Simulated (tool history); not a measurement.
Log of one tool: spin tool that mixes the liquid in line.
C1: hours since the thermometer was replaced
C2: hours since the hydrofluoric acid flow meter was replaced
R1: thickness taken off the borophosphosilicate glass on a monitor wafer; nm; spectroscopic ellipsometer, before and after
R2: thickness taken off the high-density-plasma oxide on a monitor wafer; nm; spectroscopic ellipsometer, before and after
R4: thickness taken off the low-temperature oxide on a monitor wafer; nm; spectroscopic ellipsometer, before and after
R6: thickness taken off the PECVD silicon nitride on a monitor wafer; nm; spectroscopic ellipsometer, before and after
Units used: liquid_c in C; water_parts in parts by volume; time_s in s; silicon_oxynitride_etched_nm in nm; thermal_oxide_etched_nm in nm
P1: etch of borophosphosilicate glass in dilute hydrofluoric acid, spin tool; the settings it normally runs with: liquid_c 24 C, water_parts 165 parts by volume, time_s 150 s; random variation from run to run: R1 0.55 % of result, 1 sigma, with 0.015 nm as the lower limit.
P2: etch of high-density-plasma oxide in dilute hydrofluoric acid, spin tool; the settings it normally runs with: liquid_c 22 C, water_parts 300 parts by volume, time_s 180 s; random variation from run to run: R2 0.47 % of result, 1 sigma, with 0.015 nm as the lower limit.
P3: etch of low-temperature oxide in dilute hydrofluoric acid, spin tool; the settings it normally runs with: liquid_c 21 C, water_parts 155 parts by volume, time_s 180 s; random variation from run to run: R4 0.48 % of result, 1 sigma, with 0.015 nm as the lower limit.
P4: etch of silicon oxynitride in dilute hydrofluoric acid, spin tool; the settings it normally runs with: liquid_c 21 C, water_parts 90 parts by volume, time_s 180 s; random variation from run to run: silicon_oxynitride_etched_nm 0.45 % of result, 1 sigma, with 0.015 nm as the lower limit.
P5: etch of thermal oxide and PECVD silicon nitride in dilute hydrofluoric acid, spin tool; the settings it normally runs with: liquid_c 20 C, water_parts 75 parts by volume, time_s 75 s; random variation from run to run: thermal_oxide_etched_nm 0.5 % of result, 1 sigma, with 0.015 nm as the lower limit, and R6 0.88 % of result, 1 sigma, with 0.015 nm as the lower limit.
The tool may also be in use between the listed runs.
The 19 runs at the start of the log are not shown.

run 20 hour=78.8 | process=P4 liquid_c=21 water_parts=165 time_s=180 | C1=1270.8 C2=215.4 | silicon_oxynitride_etched_nm=2.9911
run 21 hour=81.6 | process=P1 liquid_c=24 water_parts=165 time_s=215 | C1=1273.6 C2=218.2 | R1=39.164
run 22 hour=86.4 | process=P5 liquid_c=20 water_parts=135 time_s=75 | C1=1278.4 C2=223 | thermal_oxide_etched_nm=2.2231 R6=1.6123
run 23 hour=92 | process=P1 liquid_c=24 water_parts=165 time_s=150 | C1=1284 C2=228.6 | R1=27.197
run 24 hour=97.2 | process=P2 liquid_c=22 water_parts=440 time_s=180 | C1=1289.2 C2=233.8 | R2=2.6423
run 25 hour=102.8 | process=P4 liquid_c=17 water_parts=90 time_s=180 | C1=1294.8 C2=239.4 | silicon_oxynitride_etched_nm=4.7096
run 26 hour=106.3 | process=P3 liquid_c=21 water_parts=155 time_s=180 | C1=1298.3 C2=242.9 | R4=10.575
run 27 hour=110.7 | process=P5 liquid_c=20 water_parts=75 time_s=75 | C1=1302.7 C2=247.3 | thermal_oxide_etched_nm=4.174 R6=2.8425
run 28 hour=115.2 | process=P3 liquid_c=25 water_parts=155 time_s=180 | C1=1307.2 C2=251.8 | R4=12.189
run 29 hour=120.1 | process=P5 liquid_c=20 water_parts=75 time_s=15 | C1=1312.1 C2=256.7 | thermal_oxide_etched_nm=0.86566 R6=0.55643
run 30 hour=122.9 | process=P1 liquid_c=24 water_parts=165 time_s=150 | C1=1314.9 C2=259.5 | R1=27.078
run 31 hour=128.2 | process=P1 liquid_c=24 water_parts=165 time_s=25 | C1=1320.2 C2=264.8 | R1=4.5231
run 32 hour=131.9 | process=P3 liquid_c=21 water_parts=155 time_s=180 | C1=1323.9 C2=268.5 | R4=10.531
run 33 hour=134.6 | process=P3 liquid_c=21 water_parts=155 time_s=35 | C1=1326.6 C2=271.2 | R4=2.0326
run 34 hour=139.9 | process=P1 liquid_c=24 water_parts=165 time_s=150 | C1=1331.9 C2=276.5 | R1=26.963
run 35 hour=145.3 | process=P1 liquid_c=24 water_parts=165 time_s=150 | C1=1337.3 C2=281.9 | R1=26.153

Run 36, settings as shown, results not yet in. Your forecast:
run 36 hour=149.4 | process=P1 liquid_c=24 water_parts=165 time_s=150 | C1=1341.4 C2=286 | R1=?

R1: 25.795 nm

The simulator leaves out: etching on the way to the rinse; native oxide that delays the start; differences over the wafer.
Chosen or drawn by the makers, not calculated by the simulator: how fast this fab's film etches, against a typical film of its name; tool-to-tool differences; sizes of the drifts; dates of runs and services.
